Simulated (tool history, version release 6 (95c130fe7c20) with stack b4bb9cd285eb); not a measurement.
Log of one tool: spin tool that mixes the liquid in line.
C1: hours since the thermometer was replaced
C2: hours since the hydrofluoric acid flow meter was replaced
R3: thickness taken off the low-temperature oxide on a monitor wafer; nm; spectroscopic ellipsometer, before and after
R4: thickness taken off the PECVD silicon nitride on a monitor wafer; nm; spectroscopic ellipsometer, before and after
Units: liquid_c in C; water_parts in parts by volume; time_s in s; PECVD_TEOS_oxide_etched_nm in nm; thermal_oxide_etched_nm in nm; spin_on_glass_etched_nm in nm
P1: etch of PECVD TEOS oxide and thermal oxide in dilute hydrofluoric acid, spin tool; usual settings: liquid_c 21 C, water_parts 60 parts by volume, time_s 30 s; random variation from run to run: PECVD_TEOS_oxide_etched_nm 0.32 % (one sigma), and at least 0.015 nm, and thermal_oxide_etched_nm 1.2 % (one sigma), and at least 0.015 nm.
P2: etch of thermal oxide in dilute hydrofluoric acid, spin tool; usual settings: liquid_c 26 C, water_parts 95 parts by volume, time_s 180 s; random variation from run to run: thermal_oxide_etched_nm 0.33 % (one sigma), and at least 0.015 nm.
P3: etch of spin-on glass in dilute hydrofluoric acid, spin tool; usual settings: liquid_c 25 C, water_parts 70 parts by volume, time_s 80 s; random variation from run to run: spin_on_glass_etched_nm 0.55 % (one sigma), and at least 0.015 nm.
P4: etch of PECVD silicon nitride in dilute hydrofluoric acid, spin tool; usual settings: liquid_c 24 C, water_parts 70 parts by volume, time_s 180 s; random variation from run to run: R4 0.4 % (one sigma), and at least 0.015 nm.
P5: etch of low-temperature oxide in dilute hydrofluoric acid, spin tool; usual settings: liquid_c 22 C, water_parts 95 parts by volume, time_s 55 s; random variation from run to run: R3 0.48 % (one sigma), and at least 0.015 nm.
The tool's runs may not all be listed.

{"run": 1, "hour": 4.2, "process": "P1", "liquid_c": 21, "water_parts": 60, "time_s": 30, "C1": 957.3, "C2": 202.8, "PECVD_TEOS_oxide_etched_nm": 6.6716, "thermal_oxide_etched_nm": 2.1896}
{"run": 2, "hour": 8.6, "process": "P5", "liquid_c": 22, "water_parts": 95, "time_s": 55, "C1": 961.7, "C2": 207.2, "R3": 6.3035}
{"run": 3, "hour": 11.2, "process": "P4", "liquid_c": 24, "water_parts": 70, "time_s": 180, "C1": 964.3, "C2": 209.8, "R4": 5.1975}
{"run": 4, "hour": 14.4, "process": "P2", "liquid_c": 32.5, "water_parts": 95, "time_s": 180, "C1": 967.5, "C2": 213, "thermal_oxide_etched_nm": 12.681}
{"run": 5, "hour": 17.5, "process": "P5", "liquid_c": 22, "water_parts": 95, "time_s": 90, "C1": 970.6, "C2": 216.1, "R3": 10.385}
{"run": 6, "hour": 22.2, "process": "P1", "liquid_c": 21, "water_parts": 60, "time_s": 30, "C1": 975.3, "C2": 220.8, "PECVD_TEOS_oxide_etched_nm": 6.6707, "thermal_oxide_etched_nm": 2.1841}
{"run": 7, "hour": 24.6, "process": "P1", "liquid_c": 17, "water_parts": 60, "time_s": 30, "C1": 977.7, "C2": 223.2, "PECVD_TEOS_oxide_etched_nm": 5.6355, "thermal_oxide_etched_nm": 1.8077}
{"run": 8, "hour": 29.4, "process": "P1", "liquid_c": 28.5, "water_parts": 60, "time_s": 30, "C1": 982.5, "C2": 228, "PECVD_TEOS_oxide_etched_nm": 9.0516, "thermal_oxide_etched_nm": 2.9818}
{"run": 9, "hour": 33.4, "process": "P1", "liquid_c": 21, "water_parts": 105, "time_s": 30, "C1": 986.5, "C2": 232, "PECVD_TEOS_oxide_etched_nm": 3.5699, "thermal_oxide_etched_nm": 1.1793}
{"run": 10, "hour": 35.8, "process": "P1", "liquid_c": 21, "water_parts": 25, "time_s": 30, "C1": 988.9, "C2": 234.4, "PECVD_TEOS_oxide_etched_nm": 16.692, "thermal_oxide_etched_nm": 5.5115}
{"run": 11, "hour": 38.8, "process": "P2", "liquid_c": 26, "water_parts": 95, "time_s": 365, "C1": 991.9, "C2": 237.4, "thermal_oxide_etched_nm": 20.172}
{"run": 12, "hour": 44.0, "process": "P4", "liquid_c": 28, "water_parts": 70, "time_s": 180, "C1": 997.1, "C2": 242.6, "R4": 6.7299}
{"run": 13, "hour": 46.6, "process": "P1", "liquid_c": 21, "water_parts": 60, "time_s": 30, "C1": 999.7, "C2": 245.2, "PECVD_TEOS_oxide_etched_nm": 6.6998, "thermal_oxide_etched_nm": 2.1762}
{"run": 14, "hour": 51.4, "process": "P1", "liquid_c": 21, "water_parts": 60, "time_s": 60, "C1": 1004.5, "C2": 250, "PECVD_TEOS_oxide_etched_nm": 13.314, "thermal_oxide_etched_nm": 4.304}
{"run": 15, "hour": 56.5, "process": "P4", "liquid_c": 24, "water_parts": 105, "time_s": 180, "C1": 1009.6, "C2": 255.1, "R4": 3.5136}
{"run": 16, "hour": 60.4, "process": "P2", "liquid_c": 26, "water_parts": 95, "time_s": 180, "C1": 1013.5, "C2": 259, "thermal_oxide_etched_nm": 9.9113}
{"run": 17, "hour": 65.3, "process": "P3", "liquid_c": 25, "water_parts": 120, "time_s": 80, "C1": 1018.4, "C2": 263.9, "spin_on_glass_etched_nm": 19.411}
{"run": 18, "hour": 70.3, "process": "P3", "liquid_c": 25, "water_parts": 70, "time_s": 80, "C1": 1023.4, "C2": 268.9, "spin_on_glass_etched_nm": 35.824}
{"run": 19, "hour": 74.3, "process": "P1", "liquid_c": 21, "water_parts": 25, "time_s": 55, "C1": 1027.4, "C2": 272.9, "PECVD_TEOS_oxide_etched_nm": 30.589, "thermal_oxide_etched_nm": 10.211}
{"run": 20, "hour": 76.6, "process": "P3", "liquid_c": 33, "water_parts": 70, "time_s": 80, "C1": 1029.7, "C2": 275.2, "spin_on_glass_etched_nm": 48.536}
{"run": 21, "hour": 81.7, "process": "P3", "liquid_c": 25, "water_parts": 70, "time_s": 80, "C1": 1034.8, "C2": 280.3, "spin_on_glass_etched_nm": 35.511}
{"run": 22, "hour": 86.6, "process": "P5", "liquid_c": 22, "water_parts": 95, "time_s": 55, "C1": 1039.7, "C2": 285.2, "R3": 6.3021}
{"run": 23, "hour": 89.2, "process": "P1", "liquid_c": 21, "water_parts": 60, "time_s": 30, "C1": 1042.3, "C2": 287.8, "PECVD_TEOS_oxide_etched_nm": 6.6407, "thermal_oxide_etched_nm": 2.175}
{"run": 24, "hour": 92.7, "process": "P2", "liquid_c": 26, "water_parts": 95, "time_s": 180, "C1": 1045.8, "C2": 291.3, "thermal_oxide_etched_nm": 9.9913}
{"run": 25, "hour": 95.9, "process": "P1", "liquid_c": 21, "water_parts": 60, "time_s": 30, "C1": 1049, "C2": 294.5, "PECVD_TEOS_oxide_etched_nm": 6.6628, "thermal_oxide_etched_nm": 2.1595}
{"run": 26, "hour": 99.4, "process": "P5", "liquid_c": 22, "water_parts": 40, "time_s": 55, "C1": 1052.5, "C2": 298, "R3": 16.076}
{"run": 27, "hour": 101.7, "process": "P5", "liquid_c": 17, "water_parts": 95, "time_s": 55, "C1": 1054.8, "C2": 300.3, "R3": 5.1921}
{"run": 28, "hour": 106.1, "process": "P1", "liquid_c": 21, "water_parts": 60, "time_s": 30, "C1": 1059.2, "C2": 304.7, "PECVD_TEOS_oxide_etched_nm": 6.6781, "thermal_oxide_etched_nm": 2.2253}
{"run": 29, "hour": 109.1, "process": "P4", "liquid_c": 24, "water_parts": 70, "time_s": 20, "C1": 1062.2, "C2": 307.7, "R4": 0.56304}
{"run": 30, "hour": 112.2, "process": "P1", "liquid_c": 21, "water_parts": 60, "time_s": 15, "C1": 1065.3, "C2": 310.8, "PECVD_TEOS_oxide_etched_nm": 3.3129, "thermal_oxide_etched_nm": 1.0515}
{"run": 31, "hour": 115.7, "process": "P4", "liquid_c": 24, "water_parts": 70, "time_s": 180, "C1": 1068.8, "C2": 314.3, "R4": 5.1815}
{"run": 32, "hour": 120.3, "process": "P3", "liquid_c": 25, "water_parts": 70, "time_s": 40, "C1": 1073.4, "C2": 318.9, "spin_on_glass_etched_nm": 17.688}
{"run": 33, "hour": 125.6, "process": "P2", "liquid_c": 26, "water_parts": 20, "time_s": 180, "C1": 1078.7, "C2": 324.2, "thermal_oxide_etched_nm": 52.662}
{"run": 34, "hour": 128.4, "process": "P1", "liquid_c": 21, "water_parts": 60, "time_s": 30, "C1": 1081.5, "C2": 327, "PECVD_TEOS_oxide_etched_nm": 6.6451, "thermal_oxide_etched_nm": 2.1849}
{"run": 35, "hour": 132.4, "process": "P1", "liquid_c": 21, "water_parts": 60, "time_s": 30, "C1": 1085.5, "C2": 331, "PECVD_TEOS_oxide_etched_nm": 6.5252, "thermal_oxide_etched_nm": 2.1682}
{"run": 36, "hour": 136.3, "process": "P1", "liquid_c": 21, "water_parts": 60, "time_s": 30, "C1": 1089.4, "C2": 334.9, "PECVD_TEOS_oxide_etched_nm": 6.3699, "thermal_oxide_etched_nm": 2.1389}
{"run": 37, "hour": 138.6, "process": "P1", "liquid_c": 21, "water_parts": 60, "time_s": 30, "C1": 1091.7, "C2": 337.2, "PECVD_TEOS_oxide_etched_nm": 6.3093, "thermal_oxide_etched_nm": 2.0894}
{"run": 38, "hour": 143.8, "process": "P1", "liquid_c": 21, "water_parts": 60, "time_s": 30, "C1": 1096.9, "C2": 342.4, "PECVD_TEOS_oxide_etched_nm": 6.2465, "thermal_oxide_etched_nm": 2.0461}
{"run": 39, "hour": 146.1, "process": "P1", "liquid_c": 21, "water_parts": 60, "time_s": 30, "C1": 1099.2, "C2": 344.7, "PECVD_TEOS_oxide_etched_nm": 6.2582, "thermal_oxide_etched_nm": 2.0747}
{"run": 40, "hour": 151.4, "process": "P1", "liquid_c": 21, "water_parts": 60, "time_s": 30, "C1": 1104.5, "C2": 350, "PECVD_TEOS_oxide_etched_nm": 6.1995, "thermal_oxide_etched_nm": 2.0003}
{"run": 41, "hour": 154.1, "process": "P1", "liquid_c": 21, "water_parts": 60, "time_s": 30, "C1": 1107.2, "C2": 352.7, "PECVD_TEOS_oxide_etched_nm": 6.2114, "thermal_oxide_etched_nm": 2.0442}
{"run": 42, "hour": 158.2, "process": "P1", "liquid_c": 21, "water_parts": 60, "time_s": 30, "C1": 1111.3, "C2": 356.8, "PECVD_TEOS_oxide_etched_nm": 6.2032, "thermal_oxide_etched_nm": 2.0846}

What P1 gives has crept away from where it was. These 2 causes fit the log equally well, each at the size given:
A: liquid colder than its thermometer reads (K) = 1.6
B: hydrofluoric acid flow below the setpoint (%) = 6.07
The creep began at about hour 128.4.

4 check runs are offered, one wafer each, their results left as question marks. Which one tells the causes apart?
{"run": "check 1", "hour": 162.3, "process": "P3", "liquid_c": 25, "water_parts": 70, "time_s": 80, "spin_on_glass_etched_nm": "?"}
{"run": "check 2", "hour": 162.3, "process": "P4", "liquid_c": 24, "water_parts": 70, "time_s": 180, "R4": "?"}
{"run": "check 3", "hour": 162.3, "process": "P2", "liquid_c": 26, "water_parts": 95, "time_s": 180, "thermal_oxide_etched_nm": "?"}
{"run": "check 4", "hour": 162.3, "process": "P5", "liquid_c": 22, "water_parts": 95, "time_s": 55, "R3": "?"}

What each check would give under each cause:
check=check_1 result=spin_on_glass_etched_nm if_A=33.286 if_B=33.16
check=check_2 result=R4 if_A=4.685 if_B=4.9054
check=check_3 result=thermal_oxide_etched_nm if_A=9.3615 if_B=9.2905
check=check_4 result=R3 if_A=5.9282 if_B=5.9009
How far apart the two closest causes lie, in the result that separates them most: check 1 0.38 %; check 2 4.6 %; check 3 0.76 %; check 4 0.46 %
Check 2 tells the causes apart: in the others they would give nearly the same result.

Then check 2 was run and gave: R4 4.9224 nm. Which cause is it?

It is B: hydrofluoric acid flow below the setpoint (%).
